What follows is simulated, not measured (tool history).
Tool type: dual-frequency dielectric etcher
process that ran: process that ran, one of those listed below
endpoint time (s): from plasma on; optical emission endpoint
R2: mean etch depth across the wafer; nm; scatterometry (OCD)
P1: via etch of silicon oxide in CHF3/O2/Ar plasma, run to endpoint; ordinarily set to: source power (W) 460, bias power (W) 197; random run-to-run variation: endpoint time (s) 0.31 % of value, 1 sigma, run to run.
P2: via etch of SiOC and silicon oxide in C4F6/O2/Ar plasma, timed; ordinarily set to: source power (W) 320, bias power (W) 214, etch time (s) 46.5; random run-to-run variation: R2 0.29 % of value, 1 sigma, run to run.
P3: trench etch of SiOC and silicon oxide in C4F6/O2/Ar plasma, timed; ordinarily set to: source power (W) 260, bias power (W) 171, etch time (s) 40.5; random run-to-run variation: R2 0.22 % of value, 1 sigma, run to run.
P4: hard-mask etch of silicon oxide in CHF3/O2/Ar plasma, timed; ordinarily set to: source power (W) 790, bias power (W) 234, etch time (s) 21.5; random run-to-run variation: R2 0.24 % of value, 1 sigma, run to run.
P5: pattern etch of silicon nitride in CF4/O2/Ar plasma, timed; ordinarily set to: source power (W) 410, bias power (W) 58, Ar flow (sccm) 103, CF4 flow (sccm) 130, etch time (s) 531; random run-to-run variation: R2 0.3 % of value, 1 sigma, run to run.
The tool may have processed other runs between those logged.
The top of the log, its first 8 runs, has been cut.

run 9 hour=58 | process_that_ran=P5 source_power_(W)=310 bias_power_(W)=58 etch_time_(s)=531 Ar_flow_(sccm)=103 CF4_flow_(sccm)=130 | R2=712.77
-- hour=59.9 source power generator calibrated
run 10 hour=64.9 | process_that_ran=P4 source_power_(W)=790 bias_power_(W)=234 etch_time_(s)=32 | R2=77.018
run 11 hour=69.5 | process_that_ran=P3 source_power_(W)=260 bias_power_(W)=219 etch_time_(s)=40.5 | R2=73.626
run 12 hour=77.9 | process_that_ran=P1 source_power_(W)=460 bias_power_(W)=255 | endpoint_time_(s)=287.83
run 13 hour=85.4 | process_that_ran=P1 source_power_(W)=350 bias_power_(W)=135 | endpoint_time_(s)=397.63
run 14 hour=92.6 | process_that_ran=P2 source_power_(W)=320 bias_power_(W)=214 etch_time_(s)=46.5 | R2=51.693
run 15 hour=97 | process_that_ran=P2 source_power_(W)=320 bias_power_(W)=134 etch_time_(s)=46.5 | R2=44.455
run 16 hour=105.1 | process_that_ran=P1 source_power_(W)=460 bias_power_(W)=197 | endpoint_time_(s)=316.99
run 17 hour=113.2 | process_that_ran=P5 source_power_(W)=410 bias_power_(W)=38 etch_time_(s)=531 Ar_flow_(sccm)=103 CF4_flow_(sccm)=130 | R2=775.94
run 18 hour=118.5 | process_that_ran=P2 source_power_(W)=320 bias_power_(W)=214 etch_time_(s)=68.5 | R2=76.069
run 19 hour=122.5 | process_that_ran=P3 source_power_(W)=260 bias_power_(W)=171 etch_time_(s)=29.5 | R2=49.384
run 20 hour=129.7 | process_that_ran=P5 source_power_(W)=410 bias_power_(W)=58 etch_time_(s)=531 Ar_flow_(sccm)=103 CF4_flow_(sccm)=130 | R2=904.83
run 21 hour=133.8 | process_that_ran=P1 source_power_(W)=330 bias_power_(W)=197 | endpoint_time_(s)=359.71
run 22 hour=139.7 | process_that_ran=P5 source_power_(W)=410 bias_power_(W)=58 etch_time_(s)=292 Ar_flow_(sccm)=103 CF4_flow_(sccm)=130 | R2=497.8
run 23 hour=147.2 | process_that_ran=P1 source_power_(W)=590 bias_power_(W)=197 | endpoint_time_(s)=288.7
run 24 hour=152.4 | process_that_ran=P4 source_power_(W)=790 bias_power_(W)=234 etch_time_(s)=21.5 | R2=51.945
run 25 hour=157.3 | process_that_ran=P5 source_power_(W)=410 bias_power_(W)=58 etch_time_(s)=531 Ar_flow_(sccm)=72 CF4_flow_(sccm)=130 | R2=934.04
run 26 hour=165.6 | process_that_ran=P1 source_power_(W)=460 bias_power_(W)=197 | endpoint_time_(s)=317.24
run 27 hour=171.9 | process_that_ran=P4 source_power_(W)=790 bias_power_(W)=143 etch_time_(s)=21.5 | R2=44.01
run 28 hour=180.6 | process_that_ran=P1 source_power_(W)=460 bias_power_(W)=197 | endpoint_time_(s)=314.9
run 29 hour=188.7 | process_that_ran=P3 source_power_(W)=310 bias_power_(W)=171 etch_time_(s)=40.5 | R2=72.697
run 30 hour=193.4 | process_that_ran=P5 source_power_(W)=410 bias_power_(W)=58 etch_time_(s)=531 Ar_flow_(sccm)=103 CF4_flow_(sccm)=130 | R2=908.22
run 31 hour=200.4 | process_that_ran=P1 source_power_(W)=460 bias_power_(W)=197 | endpoint_time_(s)=316.07

Expected results for the next run?
run 32 hour=208.5 | process_that_ran=P1 source_power_(W)=460 bias_power_(W)=197 | endpoint_time_(s)=?

Logged for run 32: endpoint time (s) 313.63.
